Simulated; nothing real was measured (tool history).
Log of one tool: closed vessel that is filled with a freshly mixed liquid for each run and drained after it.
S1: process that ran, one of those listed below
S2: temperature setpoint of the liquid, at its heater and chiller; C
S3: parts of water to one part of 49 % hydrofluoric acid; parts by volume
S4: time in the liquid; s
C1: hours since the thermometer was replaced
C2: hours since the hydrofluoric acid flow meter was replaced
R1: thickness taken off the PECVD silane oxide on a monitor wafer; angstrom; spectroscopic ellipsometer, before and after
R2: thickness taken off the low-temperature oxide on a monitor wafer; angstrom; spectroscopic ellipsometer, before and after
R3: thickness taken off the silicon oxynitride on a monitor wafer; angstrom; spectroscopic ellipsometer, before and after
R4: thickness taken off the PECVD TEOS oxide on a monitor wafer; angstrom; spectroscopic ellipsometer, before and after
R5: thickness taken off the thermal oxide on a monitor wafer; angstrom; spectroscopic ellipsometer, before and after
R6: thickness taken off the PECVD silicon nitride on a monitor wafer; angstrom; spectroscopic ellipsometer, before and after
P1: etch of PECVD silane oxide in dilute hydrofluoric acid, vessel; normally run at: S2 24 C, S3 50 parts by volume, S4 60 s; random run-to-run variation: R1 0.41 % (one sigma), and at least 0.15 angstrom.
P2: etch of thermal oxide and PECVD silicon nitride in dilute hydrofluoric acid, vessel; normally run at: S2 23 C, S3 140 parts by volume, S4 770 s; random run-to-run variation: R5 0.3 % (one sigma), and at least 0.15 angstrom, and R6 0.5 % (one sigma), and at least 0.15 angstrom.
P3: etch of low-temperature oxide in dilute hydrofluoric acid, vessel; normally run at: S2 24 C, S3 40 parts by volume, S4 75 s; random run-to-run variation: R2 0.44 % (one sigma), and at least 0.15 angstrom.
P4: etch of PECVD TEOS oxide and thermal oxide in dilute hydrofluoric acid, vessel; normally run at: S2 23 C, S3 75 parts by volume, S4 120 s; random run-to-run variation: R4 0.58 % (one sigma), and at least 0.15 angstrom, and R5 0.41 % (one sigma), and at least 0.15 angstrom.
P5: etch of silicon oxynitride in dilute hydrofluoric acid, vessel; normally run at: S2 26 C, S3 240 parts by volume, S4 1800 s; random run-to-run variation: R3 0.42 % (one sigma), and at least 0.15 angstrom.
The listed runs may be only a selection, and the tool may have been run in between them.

run 1 day=0.25 | S1=P1 S2=24 S3=50 S4=60 | C1=1016.2 C2=797.5 | R1=555.61
run 2 day=0.538 | S1=P3 S2=20 S3=40 S4=75 | C1=1023.1 C2=804.4 | R2=479.09
run 3 day=0.775 | S1=P5 S2=26 S3=240 S4=1800 | C1=1028.8 C2=810.1 | R3=226.57
run 4 day=1.146 | S1=P4 S2=23 S3=75 S4=50 | C1=1037.7 C2=819 | R4=158.51 R5=31.583
run 5 day=1.567 | S1=P2 S2=30 S3=140 S4=770 | C1=1047.8 C2=829.1 | R5=310.44 R6=136.4
run 6 day=1.904 | S1=P1 S2=24 S3=25 S4=60 | C1=1055.9 C2=837.2 | R1=1145
run 7 day=2.304 | S1=P1 S2=24 S3=50 S4=60 | C1=1065.5 C2=846.8 | R1=556.58
run 8 day=2.504 | S1=P1 S2=17 S3=50 S4=35 | C1=1070.3 C2=851.6 | R1=241.05
run 9 day=2.925 | S1=P4 S2=23 S3=30 S4=120 | C1=1080.4 C2=861.7 | R4=1008 R5=198.02
run 10 day=3.304 | S1=P1 S2=24 S3=50 S4=60 | C1=1089.5 C2=870.8 | R1=557.11
run 11 day=3.542 | S1=P2 S2=23 S3=140 S4=770 | C1=1095.2 C2=876.5 | R5=239.74 R6=87.864
run 12 day=3.842 | S1=P4 S2=23 S3=75 S4=120 | C1=1102.4 C2=883.7 | R4=378.92 R5=75.213
run 13 day=4.146 | S1=P2 S2=23 S3=140 S4=770 | C1=1109.7 C2=891 | R5=239.66 R6=87.821
run 14 day=4.408 | S1=P2 S2=23 S3=60 S4=770 | C1=1116 C2=897.3 | R5=613.17 R6=200.61
run 15 day=4.596 | S1=P1 S2=24 S3=50 S4=30 | C1=1120.5 C2=901.8 | R1=277.39
run 16 day=5 | S1=P1 S2=19.5 S3=50 S4=60 | C1=1130.2 C2=911.5 | R1=460.81
run 17 day=5.233 | S1=P1 S2=24 S3=50 S4=60 | C1=1135.8 C2=917.1 | R1=554.21
run 18 day=5.579 | S1=P1 S2=24 S3=75 S4=60 | C1=1144.1 C2=925.4 | R1=358.85
run 19 day=5.888 | S1=P3 S2=24 S3=40 S4=75 | C1=1151.5 C2=932.8 | R2=567.01
run 20 day=6.304 | S1=P5 S2=26 S3=240 S4=125 | C1=1161.5 C2=942.8 | R3=15.533
run 21 day=6.654 | S1=P3 S2=24 S3=40 S4=145 | C1=1169.9 C2=951.2 | R2=1109.5
run 22 day=6.896 | S1=P4 S2=17 S3=75 S4=120 | C1=1175.7 C2=957 | R4=293.07 R5=58.236
run 23 day=7.317 | S1=P1 S2=24 S3=50 S4=105 | C1=1185.8 C2=967.1 | R1=971.11
run 24 day=7.579 | S1=P5 S2=26 S3=45 S4=1800 | C1=1192.1 C2=973.4 | R3=1418.6
-- day=7.75 thermometer replaced
run 25 day=7.796 | S1=P1 S2=31 S3=50 S4=60 | C1=1.2 C2=978.6 | R1=739.06
run 26 day=8.208 | S1=P2 S2=23 S3=140 S4=145 | C1=11.1 C2=988.5 | R5=44.86 R6=16.366
run 27 day=8.588 | S1=P1 S2=31 S3=50 S4=105 | C1=20.2 C2=997.6 | R1=1283.1
run 28 day=8.95 | S1=P5 S2=18 S3=240 S4=1800 | C1=28.9 C2=1006.3 | R3=158.76
run 29 day=9.338 | S1=P1 S2=29 S3=50 S4=30 | C1=38.2 C2=1015.6 | R1=339.28
run 30 day=9.667 | S1=P3 S2=24 S3=20 S4=75 | C1=46.1 C2=1023.5 | R2=1164.2
run 31 day=10.083 | S1=P1 S2=24 S3=50 S4=60 | C1=56.1 C2=1033.5 | R1=557.92
run 32 day=10.321 | S1=P1 S2=24 S3=50 S4=60 | C1=61.8 C2=1039.2 | R1=555.13
run 33 day=10.554 | S1=P1 S2=24 S3=50 S4=60 | C1=67.4 C2=1044.8 | R1=541.9
run 34 day=10.862 | S1=P1 S2=24 S3=50 S4=60 | C1=74.8 C2=1052.2 | R1=532.01
run 35 day=11.125 | S1=P1 S2=24 S3=50 S4=60 | C1=81.1 C2=1058.5 | R1=529.21
run 36 day=11.438 | S1=P1 S2=24 S3=50 S4=60 | C1=88.6 C2=1066 | R1=524.2
run 37 day=11.642 | S1=P1 S2=24 S3=50 S4=60 | C1=93.5 C2=1070.9 | R1=523.71
run 38 day=11.858 | S1=P1 S2=24 S3=50 S4=60 | C1=98.7 C2=1076.1 | R1=523.02
run 39 day=12.05 | S1=P1 S2=24 S3=50 S4=60 | C1=103.3 C2=1080.7 | R1=522.19
run 40 day=12.458 | S1=P1 S2=24 S3=50 S4=60 | C1=113.1 C2=1090.5 | R1=520.08

What P1 gives has crept away from where it was. These 2 causes fit the log equally well, each at the size given:
A: hydrofluoric acid flow below the setpoint (%) = 5.85
B: liquid colder than its thermometer reads (K) = 1.56
At approximately day 10.321, the process output began to creep.

Each of the 4 check runs below uses one wafer; its results are left as question marks. Which run tells the causes apart?
run check 1 day=12.867 | S1=P2 S2=23 S3=140 S4=505 | R5=? R6=?
run check 2 day=12.867 | S1=P4 S2=23 S3=75 S4=70 | R4=? R5=?
run check 3 day=12.867 | S1=P5 S2=26 S3=65 S4=245 | R3=?
run check 4 day=12.867 | S1=P3 S2=24 S3=20 S4=135 | R2=?

How each check would come out, cause by cause:
check=check_1 result=R5 if_A=146.51 if_B=147.82
check=check_1 result=R6 if_A=54.26 if_B=51.965
check=check_2 result=R4 if_A=207.02 if_B=207.46
check=check_2 result=R5 if_A=40.988 if_B=41.076
check=check_3 result=R3 if_A=123.68 if_B=122.37
check=check_4 result=R2 if_A=1984.3 if_B=1975.6
Minimum pairwise separation of causes per check, each pair taken at its best-separating result: check 1 4.32 %; check 2 0.21 %; check 3 1.07 %; check 4 0.44 %
Check 1 distinguishes between the causes, while the remaining checks would return nearly the same result for all of them.

Check 1 was carried out, with these results: R5 148.27 angstrom; R6 51.564 angstrom. Which of the listed causes is responsible?

The correct cause is B, namely: liquid colder than its thermometer reads (K).
